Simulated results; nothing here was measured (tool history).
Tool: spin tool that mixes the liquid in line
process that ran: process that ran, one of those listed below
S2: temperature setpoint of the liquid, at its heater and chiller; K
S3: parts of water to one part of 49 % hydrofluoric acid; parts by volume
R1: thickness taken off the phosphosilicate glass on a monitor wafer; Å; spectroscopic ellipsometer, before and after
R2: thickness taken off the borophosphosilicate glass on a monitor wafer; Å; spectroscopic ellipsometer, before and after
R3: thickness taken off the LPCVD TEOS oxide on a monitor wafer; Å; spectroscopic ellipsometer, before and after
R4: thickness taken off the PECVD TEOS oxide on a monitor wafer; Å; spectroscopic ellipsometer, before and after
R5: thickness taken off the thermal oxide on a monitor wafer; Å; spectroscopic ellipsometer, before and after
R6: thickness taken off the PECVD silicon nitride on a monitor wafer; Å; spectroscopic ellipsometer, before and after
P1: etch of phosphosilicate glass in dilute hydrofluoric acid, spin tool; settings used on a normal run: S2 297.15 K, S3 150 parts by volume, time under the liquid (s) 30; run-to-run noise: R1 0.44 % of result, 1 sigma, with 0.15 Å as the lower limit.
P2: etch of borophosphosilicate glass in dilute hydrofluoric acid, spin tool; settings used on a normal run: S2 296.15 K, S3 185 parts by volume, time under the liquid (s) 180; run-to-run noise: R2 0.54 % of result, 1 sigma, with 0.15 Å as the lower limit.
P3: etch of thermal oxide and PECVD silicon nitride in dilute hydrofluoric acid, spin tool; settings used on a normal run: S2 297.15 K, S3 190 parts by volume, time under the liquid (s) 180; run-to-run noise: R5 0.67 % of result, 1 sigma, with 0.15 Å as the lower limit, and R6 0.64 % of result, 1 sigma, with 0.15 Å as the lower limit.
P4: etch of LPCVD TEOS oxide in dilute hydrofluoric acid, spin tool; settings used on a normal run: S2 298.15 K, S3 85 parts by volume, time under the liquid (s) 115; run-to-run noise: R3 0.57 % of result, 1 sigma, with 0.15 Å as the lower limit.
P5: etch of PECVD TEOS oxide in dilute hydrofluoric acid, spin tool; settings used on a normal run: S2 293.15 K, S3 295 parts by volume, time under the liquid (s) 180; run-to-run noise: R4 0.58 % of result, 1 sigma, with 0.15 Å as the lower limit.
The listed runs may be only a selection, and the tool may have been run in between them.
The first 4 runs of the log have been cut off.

-- hour=47.0 thermometer replaced
run 5 hour=55.2 | process_that_ran=P4 S2=298.15 S3=85 time_under_the_liquid_(s)=115 | R3=239.89
run 6 hour=68.1 | process_that_ran=P1 S2=297.15 S3=150 time_under_the_liquid_(s)=30 | R1=143.410
run 7 hour=80.7 | process_that_ran=P1 S2=297.15 S3=150 time_under_the_liquid_(s)=30 | R1=142.070
run 8 hour=90.8 | process_that_ran=P4 S2=292.15 S3=85 time_under_the_liquid_(s)=115 | R3=186.73
run 9 hour=106.0 | process_that_ran=P2 S2=296.15 S3=185 time_under_the_liquid_(s)=70 | R2=82.81
run 10 hour=116.3 | process_that_ran=P5 S2=293.15 S3=295 time_under_the_liquid_(s)=280 | R4=81.623
run 11 hour=129.9 | process_that_ran=P1 S2=292.15 S3=210 time_under_the_liquid_(s)=30 | R1=79.328
run 12 hour=146.6 | process_that_ran=P1 S2=290.15 S3=150 time_under_the_liquid_(s)=30 | R1=108.120
run 13 hour=160.2 | process_that_ran=P3 S2=297.15 S3=190 time_under_the_liquid_(s)=80 | R5=17.055 R6=17.840
run 14 hour=177.4 | process_that_ran=P4 S2=298.15 S3=85 time_under_the_liquid_(s)=185 | R3=388.11
run 15 hour=193.2 | process_that_ran=P1 S2=297.15 S3=85 time_under_the_liquid_(s)=30 | R1=275.410
run 16 hour=203.2 | process_that_ran=P1 S2=297.15 S3=150 time_under_the_liquid_(s)=15 | R1=71.603
run 17 hour=215.0 | process_that_ran=P3 S2=297.15 S3=60 time_under_the_liquid_(s)=180 | R5=144.640 R6=127.160
run 18 hour=229.9 | process_that_ran=P5 S2=293.15 S3=430 time_under_the_liquid_(s)=180 | R4=32.433
run 19 hour=241.6 | process_that_ran=P1 S2=297.15 S3=215 time_under_the_liquid_(s)=30 | R1=92.460
run 20 hour=255.0 | process_that_ran=P1 S2=297.15 S3=150 time_under_the_liquid_(s)=30 | R1=143.560
run 21 hour=264.3 | process_that_ran=P5 S2=290.15 S3=295 time_under_the_liquid_(s)=180 | R4=46.588
run 22 hour=279.9 | process_that_ran=P3 S2=290.15 S3=190 time_under_the_liquid_(s)=180 | R5=29.934 R6=25.458
run 23 hour=296.2 | process_that_ran=P3 S2=297.15 S3=190 time_under_the_liquid_(s)=180 | R5=39.533 R6=40.523
run 24 hour=309.8 | process_that_ran=P3 S2=297.15 S3=190 time_under_the_liquid_(s)=180 | R5=38.803 R6=40.244
run 25 hour=318.4 | process_that_ran=P2 S2=296.15 S3=320 time_under_the_liquid_(s)=180 | R2=108.99
run 26 hour=335.2 | process_that_ran=P2 S2=296.15 S3=185 time_under_the_liquid_(s)=180 | R2=214.87

Predict the results of run 27:
run 27 hour=348.0 | process_that_ran=P1 S2=297.15 S3=150 time_under_the_liquid_(s)=45 | R1=?

R1: 213.990 Å

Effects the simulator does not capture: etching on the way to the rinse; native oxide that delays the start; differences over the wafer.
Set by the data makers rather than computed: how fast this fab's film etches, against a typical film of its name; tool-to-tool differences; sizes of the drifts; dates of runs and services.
